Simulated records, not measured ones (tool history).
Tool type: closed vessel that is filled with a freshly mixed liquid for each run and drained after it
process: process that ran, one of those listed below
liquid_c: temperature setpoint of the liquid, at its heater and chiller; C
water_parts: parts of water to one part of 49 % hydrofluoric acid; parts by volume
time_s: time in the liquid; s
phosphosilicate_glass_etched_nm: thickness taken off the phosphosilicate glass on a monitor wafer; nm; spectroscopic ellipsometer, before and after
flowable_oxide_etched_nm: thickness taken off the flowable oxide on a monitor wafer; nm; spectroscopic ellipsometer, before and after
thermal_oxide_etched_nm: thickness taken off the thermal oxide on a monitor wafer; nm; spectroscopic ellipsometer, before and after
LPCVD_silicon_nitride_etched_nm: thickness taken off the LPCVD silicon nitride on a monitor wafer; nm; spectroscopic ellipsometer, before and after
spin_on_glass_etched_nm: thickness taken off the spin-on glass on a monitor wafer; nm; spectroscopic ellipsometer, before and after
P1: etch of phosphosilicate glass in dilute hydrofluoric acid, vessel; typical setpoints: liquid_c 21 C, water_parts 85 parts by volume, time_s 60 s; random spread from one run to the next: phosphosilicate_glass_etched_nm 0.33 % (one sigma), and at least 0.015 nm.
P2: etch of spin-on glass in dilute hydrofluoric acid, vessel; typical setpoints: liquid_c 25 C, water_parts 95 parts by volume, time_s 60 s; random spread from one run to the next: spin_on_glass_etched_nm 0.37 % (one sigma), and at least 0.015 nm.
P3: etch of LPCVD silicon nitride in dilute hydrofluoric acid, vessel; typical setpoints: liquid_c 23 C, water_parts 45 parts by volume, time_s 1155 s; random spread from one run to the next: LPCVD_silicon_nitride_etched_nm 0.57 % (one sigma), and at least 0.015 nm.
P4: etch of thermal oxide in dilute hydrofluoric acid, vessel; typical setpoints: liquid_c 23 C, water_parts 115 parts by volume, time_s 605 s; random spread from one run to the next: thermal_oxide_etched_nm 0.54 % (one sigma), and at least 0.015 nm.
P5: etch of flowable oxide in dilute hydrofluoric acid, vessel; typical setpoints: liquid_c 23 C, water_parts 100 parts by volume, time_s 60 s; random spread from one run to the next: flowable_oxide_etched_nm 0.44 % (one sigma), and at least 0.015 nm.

| run | hour | process | liquid_c | water_parts | time_s | hours since the thermometer was replaced | hours since the hydrofluoric acid flow meter was replaced | phosphosilicate_glass_etched_nm | flowable_oxide_etched_nm | thermal_oxide_etched_nm | LPCVD_silicon_nitride_etched_nm | spin_on_glass_etched_nm |
|---|---|---|---|---|---|---|---|---|---|---|---|---|
| 1 | 12.8 | P1 | 21 | 85 | 60 | 1700.5 | 427.6 | 128.370 |  |  |  |  |
| 2 | 19.9 | P1 | 21 | 85 | 60 | 1707.6 | 434.7 | 127.810 |  |  |  |  |
| 3 | 26.4 | P5 | 23 | 100 | 60 | 1714.1 | 441.2 |  | 40.384 |  |  |  |
| 4 | 32.5 | P4 | 17 | 115 | 605 | 1720.2 | 447.3 |  |  | 17.786 |  |  |
| 5 | 40.6 | P3 | 23 | 45 | 310 | 1728.3 | 455.4 |  |  |  | 3.1677 |  |
| 6 | 51.5 | P5 | 23 | 55 | 60 | 1739.2 | 466.3 |  | 77.796 |  |  |  |
| 7 | 59.1 | P3 | 23 | 45 | 1155 | 1746.8 | 473.9 |  |  |  | 11.6070 |  |
| 8 | 65.0 | P4 | 23 | 115 | 335 | 1752.7 | 479.8 |  |  | 12.465 |  |  |
| 9 | 74.0 | P3 | 23 | 25 | 1155 | 1761.7 | 488.8 |  |  |  | 20.5330 |  |
| 10 | 79.7 | P4 | 23 | 115 | 605 | 1767.4 | 494.5 |  |  | 22.944 |  |  |
|  | 84.2 | hydrofluoric acid flow meter replaced |
| 11 | 90.3 | P1 | 21 | 85 | 60 | 1778.0 | 6.1 | 127.990 |  |  |  |  |
| 12 | 103.0 | P1 | 21 | 85 | 30 | 1790.7 | 18.8 | 63.938 |  |  |  |  |
| 13 | 111.8 | P2 | 25 | 150 | 60 | 1799.5 | 27.6 |  |  |  |  | 13.577 |
| 14 | 118.9 | P1 | 21 | 30 | 60 | 1806.6 | 34.7 | 388.600 |  |  |  |  |
| 15 | 131.3 | P4 | 23 | 115 | 605 | 1819.0 | 47.1 |  |  | 22.687 |  |  |
| 16 | 141.9 | P2 | 25 | 95 | 115 | 1829.6 | 57.7 |  |  |  |  | 43.756 |
| 17 | 149.9 | P1 | 17 | 85 | 30 | 1837.6 | 65.7 | 54.112 |  |  |  |  |
| 18 | 158.6 | P5 | 23 | 100 | 30 | 1846.3 | 74.4 |  | 20.344 |  |  |  |
| 19 | 167.2 | P2 | 25 | 95 | 60 | 1854.9 | 83.0 |  |  |  |  | 22.881 |
| 20 | 179.8 | P1 | 21 | 130 | 60 | 1867.5 | 95.6 | 79.477 |  |  |  |  |
| 21 | 189.4 | P1 | 21 | 85 | 60 | 1877.1 | 105.2 | 127.520 |  |  |  |  |
| 22 | 200.5 | P4 | 23 | 195 | 605 | 1888.2 | 116.3 |  |  | 12.279 |  |  |
| 23 | 212.5 | P3 | 23 | 45 | 1155 | 1900.2 | 128.3 |  |  |  | 11.5620 |  |
| 24 | 219.3 | P1 | 21 | 85 | 60 | 1907.0 | 135.1 | 127.620 |  |  |  |  |
| 25 | 229.6 | P1 | 21 | 85 | 60 | 1917.3 | 145.4 | 128.500 |  |  |  |  |
| 26 | 239.4 | P3 | 17 | 45 | 1155 | 1927.1 | 155.2 |  |  |  | 7.6802 |  |
| 27 | 251.9 | P5 | 31 | 100 | 60 | 1939.6 | 167.7 |  | 55.489 |  |  |  |
| 28 | 259.3 | P1 | 21 | 85 | 115 | 1947.0 | 175.1 | 243.470 |  |  |  |  |
| 29 | 272.2 | P1 | 29 | 85 | 60 | 1959.9 | 188.0 | 175.900 |  |  |  |  |
| 30 | 282.6 | P1 | 17 | 85 | 60 | 1970.3 | 198.4 | 107.960 |  |  |  |  |
| 31 | 288.9 | P2 | 20 | 95 | 60 | 1976.6 | 204.7 |  |  |  |  | 18.728 |
| 32 | 298.7 | P1 | 21 | 85 | 60 | 1986.4 | 214.5 | 128.000 |  |  |  |  |
| 33 | 305.4 | P1 | 21 | 85 | 60 | 1993.1 | 221.2 | 125.660 |  |  |  |  |
| 34 | 316.1 | P1 | 21 | 85 | 60 | 2003.8 | 231.9 | 122.490 |  |  |  |  |
| 35 | 324.5 | P1 | 21 | 85 | 60 | 2012.2 | 240.3 | 121.420 |  |  |  |  |
| 36 | 336.0 | P1 | 21 | 85 | 60 | 2023.7 | 251.8 | 119.610 |  |  |  |  |
| 37 | 347.9 | P1 | 21 | 85 | 60 | 2035.6 | 263.7 | 118.750 |  |  |  |  |
| 38 | 359.9 | P1 | 21 | 85 | 60 | 2047.6 | 275.7 | 118.330 |  |  |  |  |
| 39 | 372.5 | P1 | 21 | 85 | 60 | 2060.2 | 288.3 | 118.660 |  |  |  |  |
| 40 | 383.6 | P1 | 21 | 85 | 60 | 2071.3 | 299.4 | 118.120 |  |  |  |  |

P1 no longer gives what it gave before; its output has crept away from where it was. The following 2 causes, each at its listed size, fit the log equally well:
A: liquid colder than its thermometer reads (K) = 1.89
B: hydrofluoric acid flow below the setpoint (%) = 6.84
The drift started at roughly hour 298.7.

Each of the 4 check runs below uses one wafer; its results are left as question marks. Which run tells the causes apart?
| check 1 | 394.7 | P2 | 22.0 | 95 | 80 |  |  |  |  |  |  | ? |
| check 2 | 394.7 | P3 | 23.0 | 45 | 640 |  |  |  |  |  | ? |  |
| check 3 | 394.7 | P4 | 19.0 | 170 | 605 |  |  |  |  | ? |  |  |
| check 4 | 394.7 | P5 | 28.5 | 100 | 60 |  |  |  | ? |  |  |  |

How each check would come out, cause by cause:
| check | result | if A | if B |
|---|---|---|---|
| check 1 | spin_on_glass_etched_nm | 25.074 | 25.026 |
| check 2 | LPCVD_silicon_nitride_etched_nm | 5.6568 | 6.0100 |
| check 3 | thermal_oxide_etched_nm | 11.438 | 11.354 |
| check 4 | flowable_oxide_etched_nm | 46.893 | 46.505 |
Smallest distance between any two causes, each pair judged by its most separating result, in per cent: check 1 0.19 %; check 2 6.06 %; check 3 0.73 %; check 4 0.83 %
Check 2 distinguishes between the causes, while the remaining checks would return nearly the same result for all of them.

Check 2 was carried out, with these results: LPCVD_silicon_nitride_etched_nm 5.6594 nm. Which of the listed causes is responsible?

The cause is A: liquid colder than its thermometer reads (K).
